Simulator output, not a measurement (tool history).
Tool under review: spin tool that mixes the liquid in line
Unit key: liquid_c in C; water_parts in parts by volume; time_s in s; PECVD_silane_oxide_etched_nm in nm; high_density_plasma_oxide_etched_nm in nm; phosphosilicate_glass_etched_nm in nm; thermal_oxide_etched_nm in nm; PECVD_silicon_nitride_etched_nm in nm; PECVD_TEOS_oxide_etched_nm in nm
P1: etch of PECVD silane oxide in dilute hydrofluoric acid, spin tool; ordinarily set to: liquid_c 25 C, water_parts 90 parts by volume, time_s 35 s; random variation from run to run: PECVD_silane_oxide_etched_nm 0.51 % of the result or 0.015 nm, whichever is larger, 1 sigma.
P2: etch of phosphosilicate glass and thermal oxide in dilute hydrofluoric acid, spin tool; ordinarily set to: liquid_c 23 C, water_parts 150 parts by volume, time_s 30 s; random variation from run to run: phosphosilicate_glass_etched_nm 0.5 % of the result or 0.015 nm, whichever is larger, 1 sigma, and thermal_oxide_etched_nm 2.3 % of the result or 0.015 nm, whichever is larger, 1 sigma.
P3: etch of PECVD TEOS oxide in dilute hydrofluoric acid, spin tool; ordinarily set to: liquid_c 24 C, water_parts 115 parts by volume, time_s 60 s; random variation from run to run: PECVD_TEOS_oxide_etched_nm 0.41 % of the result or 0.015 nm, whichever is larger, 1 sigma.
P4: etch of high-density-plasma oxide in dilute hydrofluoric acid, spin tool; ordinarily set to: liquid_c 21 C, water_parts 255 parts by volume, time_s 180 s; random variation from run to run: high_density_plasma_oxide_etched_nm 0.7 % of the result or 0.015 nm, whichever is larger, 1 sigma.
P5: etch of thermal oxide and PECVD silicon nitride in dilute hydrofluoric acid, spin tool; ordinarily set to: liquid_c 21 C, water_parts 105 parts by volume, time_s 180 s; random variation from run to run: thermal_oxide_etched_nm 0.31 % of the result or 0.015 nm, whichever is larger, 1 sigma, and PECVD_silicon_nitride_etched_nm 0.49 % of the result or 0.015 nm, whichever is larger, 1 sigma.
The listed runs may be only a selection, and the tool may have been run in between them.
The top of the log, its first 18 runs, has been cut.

| run | day | process | liquid_c | water_parts | time_s | PECVD_silane_oxide_etched_nm | high_density_plasma_oxide_etched_nm | phosphosilicate_glass_etched_nm | thermal_oxide_etched_nm | PECVD_silicon_nitride_etched_nm | PECVD_TEOS_oxide_etched_nm |
|---|---|---|---|---|---|---|---|---|---|---|---|
| 19 | 9.812 | P3 | 24 | 115 | 60 |  |  |  |  |  | 12.096 |
| 20 | 10.221 | P2 | 23 | 255 | 30 |  |  | 6.8512 | 0.46749 |  |  |
| 21 | 10.808 | P1 | 25 | 90 | 35 | 14.341 |  |  |  |  |  |
| 22 | 11.442 | P1 | 25 | 90 | 35 | 14.37 |  |  |  |  |  |
| 23 | 11.946 | P2 | 23 | 150 | 30 |  |  | 13.037 | 0.84013 |  |  |
| 24 | 12.604 | P1 | 25 | 90 | 65 | 26.478 |  |  |  |  |  |
| 25 | 13.133 | P4 | 21 | 255 | 180 |  | 3.1698 |  |  |  |  |
| 26 | 13.817 | P1 | 31.5 | 90 | 35 | 18.356 |  |  |  |  |  |
| 27 | 14.308 | P4 | 17 | 255 | 180 |  | 2.7175 |  |  |  |  |
| 28 | 14.846 | P2 | 23 | 150 | 55 |  |  | 23.972 | 1.5832 |  |  |

For run 29, what comes out?
| 29 | 15.479 | P1 | 25 | 140 | 35 | ? |  |  |  |  |  |

{"run 29": {"PECVD_silane_oxide_etched_nm": 8.6124}}

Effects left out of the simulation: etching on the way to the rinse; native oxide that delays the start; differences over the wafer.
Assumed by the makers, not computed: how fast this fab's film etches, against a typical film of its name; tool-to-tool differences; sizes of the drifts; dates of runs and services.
